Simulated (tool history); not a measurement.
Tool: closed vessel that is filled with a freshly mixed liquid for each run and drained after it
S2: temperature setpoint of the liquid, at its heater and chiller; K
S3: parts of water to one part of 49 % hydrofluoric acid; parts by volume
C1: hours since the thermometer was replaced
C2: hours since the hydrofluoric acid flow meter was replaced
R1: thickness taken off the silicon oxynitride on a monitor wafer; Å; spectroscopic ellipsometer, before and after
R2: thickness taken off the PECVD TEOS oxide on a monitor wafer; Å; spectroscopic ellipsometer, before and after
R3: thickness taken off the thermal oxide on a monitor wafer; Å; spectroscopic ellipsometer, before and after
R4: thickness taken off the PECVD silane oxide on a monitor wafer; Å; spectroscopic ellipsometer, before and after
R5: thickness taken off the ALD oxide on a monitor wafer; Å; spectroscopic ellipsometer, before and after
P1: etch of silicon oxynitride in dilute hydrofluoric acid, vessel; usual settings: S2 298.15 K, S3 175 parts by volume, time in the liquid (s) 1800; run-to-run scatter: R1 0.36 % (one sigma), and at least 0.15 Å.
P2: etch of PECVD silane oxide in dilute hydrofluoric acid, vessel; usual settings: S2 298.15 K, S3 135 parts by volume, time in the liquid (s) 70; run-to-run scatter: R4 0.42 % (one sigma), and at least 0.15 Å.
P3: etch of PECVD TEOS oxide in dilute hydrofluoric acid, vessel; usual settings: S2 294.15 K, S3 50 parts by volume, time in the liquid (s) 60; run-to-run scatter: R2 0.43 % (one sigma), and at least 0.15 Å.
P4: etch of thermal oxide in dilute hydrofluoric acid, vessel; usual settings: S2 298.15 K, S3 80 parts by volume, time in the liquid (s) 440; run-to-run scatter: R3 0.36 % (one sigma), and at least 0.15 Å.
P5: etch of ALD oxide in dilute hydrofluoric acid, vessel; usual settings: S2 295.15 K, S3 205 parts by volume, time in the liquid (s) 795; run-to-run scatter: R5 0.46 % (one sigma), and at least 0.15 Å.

run 1 hour=9.8 | process_that_ran=P1 S2=298.15 S3=175 time_in_the_liquid_(s)=1800 | C1=462.8 C2=1779.0 | R1=337.050
run 2 hour=23.9 | process_that_ran=P3 S2=294.15 S3=50 time_in_the_liquid_(s)=60 | C1=476.9 C2=1793.1 | R2=134.710
run 3 hour=36.0 | process_that_ran=P4 S2=305.15 S3=80 time_in_the_liquid_(s)=440 | C1=489.0 C2=1805.2 | R3=368.56
run 4 hour=45.7 | process_that_ran=P1 S2=305.15 S3=175 time_in_the_liquid_(s)=2730 | C1=498.7 C2=1814.9 | R1=694.930
run 5 hour=60.8 | process_that_ran=P4 S2=298.15 S3=80 time_in_the_liquid_(s)=440 | C1=513.8 C2=1830.0 | R3=284.14
run 6 hour=72.0 | process_that_ran=P2 S2=298.15 S3=25 time_in_the_liquid_(s)=70 | C1=525.0 C2=1841.2 | R4=601.910
run 7 hour=79.3 | process_that_ran=P1 S2=298.15 S3=175 time_in_the_liquid_(s)=2580 | C1=532.3 C2=1848.5 | R1=483.250
run 8 hour=94.5 | process_that_ran=P4 S2=298.15 S3=80 time_in_the_liquid_(s)=235 | C1=547.5 C2=1863.7 | R3=151.69
run 9 hour=103.8 | process_that_ran=P1 S2=290.15 S3=175 time_in_the_liquid_(s)=1800 | C1=556.8 C2=1873.0 | R1=231.140
run 10 hour=114.6 | process_that_ran=P5 S2=295.15 S3=205 time_in_the_liquid_(s)=795 | C1=567.6 C2=1883.8 | R5=528.56
run 11 hour=123.9 | process_that_ran=P5 S2=295.15 S3=205 time_in_the_liquid_(s)=210 | C1=576.9 C2=1893.1 | R5=139.52
run 12 hour=131.5 | process_that_ran=P5 S2=295.15 S3=205 time_in_the_liquid_(s)=795 | C1=584.5 C2=1900.7 | R5=527.37
run 13 hour=141.7 | process_that_ran=P1 S2=298.15 S3=35 time_in_the_liquid_(s)=720 | C1=594.7 C2=1910.9 | R1=762.950
run 14 hour=150.0 | process_that_ran=P1 S2=298.15 S3=175 time_in_the_liquid_(s)=480 | C1=603.0 C2=1919.2 | R1=90.118
run 15 hour=163.7 | process_that_ran=P1 S2=290.15 S3=175 time_in_the_liquid_(s)=3230 | C1=616.7 C2=1932.9 | R1=414.160
run 16 hour=171.4 | process_that_ran=P3 S2=301.65 S3=50 time_in_the_liquid_(s)=60 | C1=624.4 C2=1940.6 | R2=181.180
run 17 hour=184.0 | process_that_ran=P1 S2=298.15 S3=315 time_in_the_liquid_(s)=1800 | C1=637.0 C2=1953.2 | R1=168.530
run 18 hour=197.3 | process_that_ran=P1 S2=298.15 S3=175 time_in_the_liquid_(s)=1800 | C1=650.3 C2=1966.5 | R1=336.500
run 19 hour=212.2 | process_that_ran=P1 S2=298.15 S3=175 time_in_the_liquid_(s)=1800 | C1=665.2 C2=1981.4 | R1=338.610
run 20 hour=224.0 | process_that_ran=P1 S2=298.15 S3=50 time_in_the_liquid_(s)=1800 | C1=677.0 C2=1993.2 | R1=1310.500
run 21 hour=239.2 | process_that_ran=P2 S2=298.15 S3=135 time_in_the_liquid_(s)=105 | C1=692.2 C2=2008.4 | R4=144.050
run 22 hour=248.9 | process_that_ran=P1 S2=298.15 S3=175 time_in_the_liquid_(s)=1800 | C1=701.9 C2=2018.1 | R1=338.260
run 23 hour=262.7 | process_that_ran=P5 S2=302.65 S3=205 time_in_the_liquid_(s)=795 | C1=715.7 C2=2031.9 | R5=693.53
run 24 hour=278.4 | process_that_ran=P5 S2=295.15 S3=355 time_in_the_liquid_(s)=795 | C1=731.4 C2=2047.6 | R5=264.14
run 25 hour=288.3 | process_that_ran=P3 S2=294.15 S3=80 time_in_the_liquid_(s)=60 | C1=741.3 C2=2057.5 | R2=81.117
run 26 hour=301.6 | process_that_ran=P4 S2=298.15 S3=20 time_in_the_liquid_(s)=440 | C1=754.6 C2=2070.8 | R3=1226.60
run 27 hour=311.2 | process_that_ran=P2 S2=298.15 S3=135 time_in_the_liquid_(s)=70 | C1=764.2 C2=2080.4 | R4=95.909
run 28 hour=320.5 | process_that_ran=P4 S2=298.15 S3=80 time_in_the_liquid_(s)=440 | C1=773.5 C2=2089.7 | R3=284.54
run 29 hour=328.7 | process_that_ran=P2 S2=305.65 S3=135 time_in_the_liquid_(s)=70 | C1=781.7 C2=2097.9 | R4=127.550
run 30 hour=342.4 | process_that_ran=P3 S2=294.15 S3=50 time_in_the_liquid_(s)=115 | C1=795.4 C2=2111.6 | R2=258.850
run 31 hour=356.9 | process_that_ran=P1 S2=305.15 S3=175 time_in_the_liquid_(s)=1800 | C1=809.9 C2=2126.1 | R1=456.750
run 32 hour=365.1 | process_that_ran=P1 S2=298.15 S3=175 time_in_the_liquid_(s)=1800 | C1=818.1 C2=2134.3 | R1=336.800
run 33 hour=380.3 | process_that_ran=P1 S2=298.15 S3=175 time_in_the_liquid_(s)=1800 | C1=833.3 C2=2149.5 | R1=338.310
run 34 hour=390.6 | process_that_ran=P1 S2=298.15 S3=175 time_in_the_liquid_(s)=1800 | C1=843.6 C2=2159.8 | R1=346.620
run 35 hour=402.8 | process_that_ran=P1 S2=298.15 S3=175 time_in_the_liquid_(s)=1800 | C1=855.8 C2=2172.0 | R1=352.890
run 36 hour=414.3 | process_that_ran=P1 S2=298.15 S3=175 time_in_the_liquid_(s)=1800 | C1=867.3 C2=2183.5 | R1=360.820
run 37 hour=424.3 | process_that_ran=P1 S2=298.15 S3=175 time_in_the_liquid_(s)=1800 | C1=877.3 C2=2193.5 | R1=363.210
run 38 hour=434.6 | process_that_ran=P1 S2=298.15 S3=175 time_in_the_liquid_(s)=1800 | C1=887.6 C2=2203.8 | R1=365.440
run 39 hour=445.6 | process_that_ran=P1 S2=298.15 S3=175 time_in_the_liquid_(s)=1800 | C1=898.6 C2=2214.8 | R1=366.610
run 40 hour=453.8 | process_that_ran=P1 S2=298.15 S3=175 time_in_the_liquid_(s)=1800 | C1=906.8 C2=2223.0 | R1=367.950
run 41 hour=464.5 | process_that_ran=P1 S2=298.15 S3=175 time_in_the_liquid_(s)=1800 | C1=917.5 C2=2233.7 | R1=367.240
run 42 hour=478.6 | process_that_ran=P1 S2=298.15 S3=175 time_in_the_liquid_(s)=1800 | C1=931.6 C2=2247.8 | R1=372.300
run 43 hour=492.9 | process_that_ran=P1 S2=298.15 S3=175 time_in_the_liquid_(s)=1800 | C1=945.9 C2=2262.1 | R1=369.680
run 44 hour=501.5 | process_that_ran=P1 S2=298.15 S3=175 time_in_the_liquid_(s)=1800 | C1=954.5 C2=2270.7 | R1=367.420

What P1 gives has crept away from where it was. These 2 causes fit the log equally well, each at the size given:
A: hydrofluoric acid flow above the setpoint (%) = 8.65
B: liquid hotter than its thermometer reads (K) = 2.13
The creep began at about hour 380.3.

4 check runs are offered, one wafer each, their results left as question marks. Which one tells the causes apart?
run check 1 hour=510.1 | process_that_ran=P3 S2=300.65 S3=50 time_in_the_liquid_(s)=60 | R2=?
run check 2 hour=510.1 | process_that_ran=P4 S2=298.15 S3=20 time_in_the_liquid_(s)=270 | R3=?
run check 3 hour=510.1 | process_that_ran=P2 S2=298.15 S3=55 time_in_the_liquid_(s)=70 | R4=?
run check 4 hour=510.1 | process_that_ran=P5 S2=302.15 S3=315 time_in_the_liquid_(s)=795 | R5=?

What each check would give under each cause:
check=check_1 result=R2 if_A=191.090 if_B=190.290
check=check_2 result=R3 if_A=821.23 if_B=824.14
check=check_3 result=R4 if_A=286.470 if_B=285.600
check=check_4 result=R5 if_A=436.40 if_B=418.42
How far apart the two closest causes lie, in the result that separates them most: check 1 0.42 %; check 2 0.35 %; check 3 0.3 %; check 4 4.21 %
Check 4 tells the causes apart: in the others they would give nearly the same result.

Check 4 was then run and gave: R5 418.91 Å. Which cause is it?

It is B: liquid hotter than its thermometer reads (K).
